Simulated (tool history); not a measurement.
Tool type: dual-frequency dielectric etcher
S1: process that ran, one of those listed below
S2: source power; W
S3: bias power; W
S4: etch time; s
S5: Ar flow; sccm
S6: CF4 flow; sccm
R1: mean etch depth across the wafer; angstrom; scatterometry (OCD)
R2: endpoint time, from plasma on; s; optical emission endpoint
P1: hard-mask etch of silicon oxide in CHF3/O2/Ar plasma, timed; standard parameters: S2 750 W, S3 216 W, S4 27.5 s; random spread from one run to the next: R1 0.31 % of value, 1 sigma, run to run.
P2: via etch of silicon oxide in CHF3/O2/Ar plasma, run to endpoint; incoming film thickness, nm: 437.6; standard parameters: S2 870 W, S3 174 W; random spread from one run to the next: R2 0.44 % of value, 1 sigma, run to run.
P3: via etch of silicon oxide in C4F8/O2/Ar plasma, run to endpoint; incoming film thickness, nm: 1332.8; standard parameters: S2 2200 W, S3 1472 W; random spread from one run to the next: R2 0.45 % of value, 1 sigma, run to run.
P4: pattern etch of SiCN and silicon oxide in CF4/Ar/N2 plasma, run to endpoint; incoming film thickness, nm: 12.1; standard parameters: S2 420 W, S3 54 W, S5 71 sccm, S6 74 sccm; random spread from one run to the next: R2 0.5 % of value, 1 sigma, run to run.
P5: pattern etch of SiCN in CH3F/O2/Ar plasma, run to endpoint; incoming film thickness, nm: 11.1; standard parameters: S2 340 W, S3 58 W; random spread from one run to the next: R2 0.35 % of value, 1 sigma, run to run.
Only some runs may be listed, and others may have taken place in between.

| run | hour | S1 | S2 | S3 | S4 | S5 | S6 | R1 | R2 |
|---|---|---|---|---|---|---|---|---|---|
| 1 | 4.5 | P1 | 750 | 216 | 27.5 |  |  | 636.57 |  |
| 2 | 10.7 | P1 | 750 | 277 | 35.5 |  |  | 893.68 |  |
|  | 15.5 | bias power generator calibrated |
| 3 | 15.7 | P3 | 2200 | 1472 |  |  |  |  | 263.070 |
| 4 | 21.2 | P2 | 870 | 174 |  |  |  |  | 192.880 |
| 5 | 24.9 | P2 | 870 | 108 |  |  |  |  | 223.820 |
| 6 | 30.7 | P5 | 250 | 58 |  |  |  |  | 37.667 |
| 7 | 36.3 | P1 | 500 | 216 | 40.0 |  |  | 795.26 |  |
| 8 | 41.1 | P5 | 340 | 58 |  |  |  |  | 33.151 |
| 9 | 45.1 | P1 | 750 | 216 | 27.5 |  |  | 635.66 |  |
| 10 | 50.1 | P1 | 750 | 270 | 27.5 |  |  | 684.51 |  |
| 11 | 56.1 | P2 | 870 | 174 |  |  |  |  | 193.510 |
| 12 | 59.3 | P2 | 1160 | 174 |  |  |  |  | 173.050 |
| 13 | 65.5 | P4 | 340 | 54 |  | 71 | 74 |  | 19.178 |
| 14 | 70.7 | P1 | 750 | 216 | 27.5 |  |  | 635.38 |  |
| 15 | 74.6 | P3 | 2200 | 1927 |  |  |  |  | 244.120 |
| 16 | 77.9 | P1 | 750 | 216 | 39.0 |  |  | 901.57 |  |
| 17 | 81.4 | P4 | 420 | 54 |  | 71 | 74 |  | 15.736 |
| 18 | 86.0 | P4 | 420 | 39 |  | 71 | 74 |  | 17.480 |
| 19 | 90.6 | P4 | 420 | 54 |  | 71 | 74 |  | 15.785 |
| 20 | 96.4 | P5 | 340 | 75 |  |  |  |  | 30.403 |
| 21 | 99.9 | P3 | 1600 | 1472 |  |  |  |  | 299.980 |
| 22 | 106.3 | P1 | 540 | 216 | 27.5 |  |  | 560.56 |  |
|  | 107.1 | source power generator calibrated |
| 23 | 110.4 | P1 | 750 | 216 | 27.5 |  |  | 636.01 |  |
| 24 | 116.2 | P4 | 420 | 54 |  | 71 | 51 |  | 16.745 |
| 25 | 119.7 | P1 | 750 | 170 | 22.0 |  |  | 468.78 |  |
| 26 | 124.7 | P1 | 750 | 216 | 19.5 |  |  | 449.72 |  |
| 27 | 128.9 | P1 | 750 | 150 | 27.5 |  |  | 562.65 |  |
| 28 | 133.5 | P4 | 420 | 54 |  | 85 | 74 |  | 16.261 |
| 29 | 138.6 | P5 | 340 | 58 |  |  |  |  | 33.653 |

Run 30, settings as shown, results not yet in. Your forecast:
| 30 | 141.4 | P1 | 1050 | 216 | 27.5 |  |  | ? |  |

{"run 30": {"R1": 719.09}}
